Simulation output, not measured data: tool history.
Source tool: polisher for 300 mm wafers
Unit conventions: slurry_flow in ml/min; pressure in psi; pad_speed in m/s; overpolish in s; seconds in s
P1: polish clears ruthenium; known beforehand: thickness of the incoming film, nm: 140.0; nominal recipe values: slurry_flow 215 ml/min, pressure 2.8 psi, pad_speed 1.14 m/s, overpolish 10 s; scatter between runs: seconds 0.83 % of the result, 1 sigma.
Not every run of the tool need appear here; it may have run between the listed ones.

| run | hour | slurry_flow | pressure | pad_speed | overpolish | wafers polished on this pad | hours since the slurry nozzle was cleaned | hours since the head pressure was calibrated | seconds |
|---|---|---|---|---|---|---|---|---|---|
| 1 | 8.7 | 215 | 2.8 | 1.14 | 10 | 234 | 185.5 | 217.7 | 74.498 |
| 2 | 26.4 | 215 | 2.8 | 1.14 | 10 | 406 | 203.2 | 235.4 | 73.334 |
| 3 | 37.4 | 215 | 2.8 | 1.14 | 10 | 512 | 214.2 | 246.4 | 73.523 |
| 4 | 48.0 | 330 | 2.8 | 1.14 | 10 | 614 | 224.8 | 257.0 | 70.052 |
| 5 | 62.4 | 215 | 2.8 | 1.14 | 3 | 754 | 239.2 | 271.4 | 72.571 |
| 6 | 75.8 | 215 | 2.8 | 1.14 | 10 | 883 | 252.6 | 284.8 | 73.009 |
| 7 | 91.3 | 315 | 4.0 | 1.14 | 10 | 1033 | 268.1 | 300.3 | 49.374 |
| 8 | 101.7 | 215 | 2.8 | 1.14 | 10 | 1134 | 278.5 | 310.7 | 74.829 |
| 9 | 112.6 | 215 | 2.8 | 1.56 | 10 | 1239 | 289.4 | 321.6 | 53.496 |
| 10 | 129.2 | 215 | 2.8 | 1.14 | 10 | 1400 | 306.0 | 338.2 | 72.244 |
| 11 | 141.7 | 215 | 1.5 | 1.14 | 3 | 1521 | 318.5 | 350.7 | 136.860 |
|  | 147.7 | head pressure recalibrated |
| 12 | 152.7 | 215 | 2.8 | 1.14 | 10 | 1627 | 329.5 | 5.1 | 72.261 |
| 13 | 171.5 | 215 | 1.3 | 1.14 | 10 | 1809 | 348.3 | 23.9 | 157.050 |
| 14 | 190.7 | 215 | 2.8 | 1.14 | 20 | 1994 | 367.5 | 43.1 | 73.342 |
| 15 | 199.3 | 215 | 2.8 | 0.70 | 10 | 2078 | 376.1 | 51.7 | 119.360 |
| 16 | 211.1 | 215 | 4.5 | 1.14 | 10 | 2192 | 387.9 | 63.5 | 45.672 |
| 17 | 227.9 | 130 | 2.8 | 1.14 | 10 | 2354 | 404.7 | 80.3 | 80.360 |
| 18 | 239.3 | 215 | 2.8 | 1.14 | 10 | 2464 | 416.1 | 91.7 | 73.410 |
| 19 | 255.4 | 215 | 2.8 | 1.14 | 10 | 2620 | 432.2 | 107.8 | 76.885 |
| 20 | 271.4 | 215 | 2.8 | 1.14 | 10 | 2775 | 448.2 | 123.8 | 79.144 |
| 21 | 281.2 | 215 | 2.8 | 1.14 | 10 | 2870 | 458.0 | 133.6 | 78.900 |

Expected results for the next run?
|  | 295.1 | head pressure recalibrated |
| 22 | 299.1 | 215 | 2.8 | 1.14 | 10 | 3043 | 475.9 | 4.1 | ? |

Run 22 yielded seconds 79.254 s.

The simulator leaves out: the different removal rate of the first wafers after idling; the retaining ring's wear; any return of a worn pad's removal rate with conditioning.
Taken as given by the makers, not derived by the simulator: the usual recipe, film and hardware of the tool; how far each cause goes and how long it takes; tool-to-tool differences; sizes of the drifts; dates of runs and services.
